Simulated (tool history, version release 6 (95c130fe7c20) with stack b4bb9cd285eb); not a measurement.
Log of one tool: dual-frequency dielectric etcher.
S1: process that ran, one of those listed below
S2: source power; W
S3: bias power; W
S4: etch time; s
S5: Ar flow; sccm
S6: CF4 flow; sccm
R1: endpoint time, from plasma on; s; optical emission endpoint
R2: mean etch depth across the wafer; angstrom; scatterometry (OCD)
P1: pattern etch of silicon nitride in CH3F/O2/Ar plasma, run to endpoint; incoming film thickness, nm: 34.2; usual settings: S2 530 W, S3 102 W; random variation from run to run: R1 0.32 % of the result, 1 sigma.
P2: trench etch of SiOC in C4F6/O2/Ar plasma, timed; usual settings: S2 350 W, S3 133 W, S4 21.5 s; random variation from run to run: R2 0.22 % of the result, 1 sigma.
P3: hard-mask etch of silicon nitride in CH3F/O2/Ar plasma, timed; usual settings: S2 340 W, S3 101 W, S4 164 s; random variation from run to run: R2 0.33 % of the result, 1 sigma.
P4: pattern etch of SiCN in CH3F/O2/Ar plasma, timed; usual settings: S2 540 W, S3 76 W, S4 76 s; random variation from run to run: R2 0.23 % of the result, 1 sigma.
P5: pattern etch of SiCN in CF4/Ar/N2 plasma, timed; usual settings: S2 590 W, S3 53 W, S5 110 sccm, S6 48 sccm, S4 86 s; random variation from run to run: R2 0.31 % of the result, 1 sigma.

Run 1, hour 11.6: S1 P1, S2 530 W, S3 102 W. Result: R1 39.106 s.
Run 2, hour 27.2: S1 P1, S2 680 W, S3 82 W. Result: R1 38.659 s.
Run 3, hour 40.5: S1 P4, S2 420 W, S3 76 W, S4 76 s. Result: R2 297.24 angstrom.
Run 4, hour 52.2: S1 P5, S2 590 W, S3 53 W, S4 86 s, S5 110 sccm, S6 31 sccm. Result: R2 714.44 angstrom.
Run 5, hour 63.7: S1 P3, S2 470 W, S3 101 W, S4 164 s. Result: R2 1404.8 angstrom.
Run 6, hour 74.8: S1 P2, S2 350 W, S3 133 W, S4 15.5 s. Result: R2 289.47 angstrom.
Run 7, hour 86: S1 P1, S2 530 W, S3 102 W. Result: R1 39.346 s.
Run 8, hour 100.9: S1 P5, S2 840 W, S3 53 W, S4 86 s, S5 110 sccm, S6 48 sccm. Result: R2 1061.5 angstrom.
Run 9, hour 117: S1 P1, S2 530 W, S3 102 W. Result: R1 39.458 s.
Run 10, hour 129: S1 P1, S2 530 W, S3 138 W. Result: R1 35.053 s.
Run 11, hour 138.7: S1 P5, S2 590 W, S3 53 W, S4 62 s, S5 110 sccm, S6 48 sccm. Result: R2 560.19 angstrom.
Run 12, hour 153.4: S1 P3, S2 340 W, S3 139 W, S4 164 s. Result: R2 1409.8 angstrom.
Run 13, hour 161.5: S1 P5, S2 590 W, S3 66 W, S4 86 s, S5 110 sccm, S6 48 sccm. Result: R2 840.27 angstrom.
Run 14, hour 171.4: S1 P1, S2 530 W, S3 102 W. Result: R1 39.209 s.
Run 15, hour 183.5: S1 P3, S2 340 W, S3 101 W, S4 164 s. Result: R2 1239.2 angstrom.
Run 16, hour 190.6: S1 P1, S2 660 W, S3 64 W. Result: R1 42.415 s.
Run 17, hour 198.4: S1 P2, S2 230 W, S3 133 W, S4 21.5 s. Result: R2 340.56 angstrom.
Run 18, hour 205.8: S1 P1, S2 530 W, S3 102 W. Result: R1 39.244 s.
Run 19, hour 215.8: S1 P5, S2 590 W, S3 53 W, S4 86 s, S5 85 sccm, S6 48 sccm. Result: R2 812.4 angstrom.
Run 20, hour 230.7: S1 P4, S2 540 W, S3 76 W, S4 76 s. Result: R2 326.54 angstrom.
Run 21, hour 243: S1 P5, S2 590 W, S3 53 W, S4 86 s, S5 110 sccm, S6 48 sccm. Result: R2 775.91 angstrom.
At hour 247.7: bias power generator calibrated.
Run 22, hour 258.6: S1 P1, S2 380 W, S3 102 W. Result: R1 44.262 s.
Run 23, hour 265.9: S1 P4, S2 540 W, S3 76 W, S4 76 s. Result: R2 327.87 angstrom.
Run 24, hour 275.9: S1 P1, S2 530 W, S3 64 W. Result: R1 46.273 s.
Run 25, hour 289.2: S1 P2, S2 350 W, S3 108 W, S4 21.5 s. Result: R2 378.85 angstrom.
Run 26, hour 303.1: S1 P1, S2 530 W, S3 102 W. Result: R1 39.191 s.
Run 27, hour 314: S1 P4, S2 540 W, S3 98 W, S4 76 s. Result: R2 359.25 angstrom.
Run 28, hour 326.4: S1 P3, S2 340 W, S3 101 W, S4 164 s. Result: R2 1244.4 angstrom.
Run 29, hour 335.6: S1 P3, S2 340 W, S3 101 W, S4 233.5 s. Result: R2 1765.3 angstrom.
Run 30, hour 349.2: S1 P5, S2 590 W, S3 53 W, S4 86 s, S5 110 sccm, S6 48 sccm. Result: R2 773.44 angstrom.
Run 31, hour 365.1: S1 P1, S2 640 W, S3 102 W. Result: R1 36.493 s.
Run 32, hour 381.1: S1 P4, S2 540 W, S3 76 W, S4 42 s. Result: R2 181.18 angstrom.
Run 33, hour 390.2: S1 P2, S2 350 W, S3 133 W, S4 21.5 s. Result: R2 400.7 angstrom.
Run 34, hour 404.4: S1 P1, S2 530 W, S3 102 W. Result: R1 39.463 s.

The next listed run, before its measurement:
Run 35, hour 416.4: S1 P1, S2 530 W, S3 102 W. Result: R1 ?.

Run 35 gave R1 38.879 s.
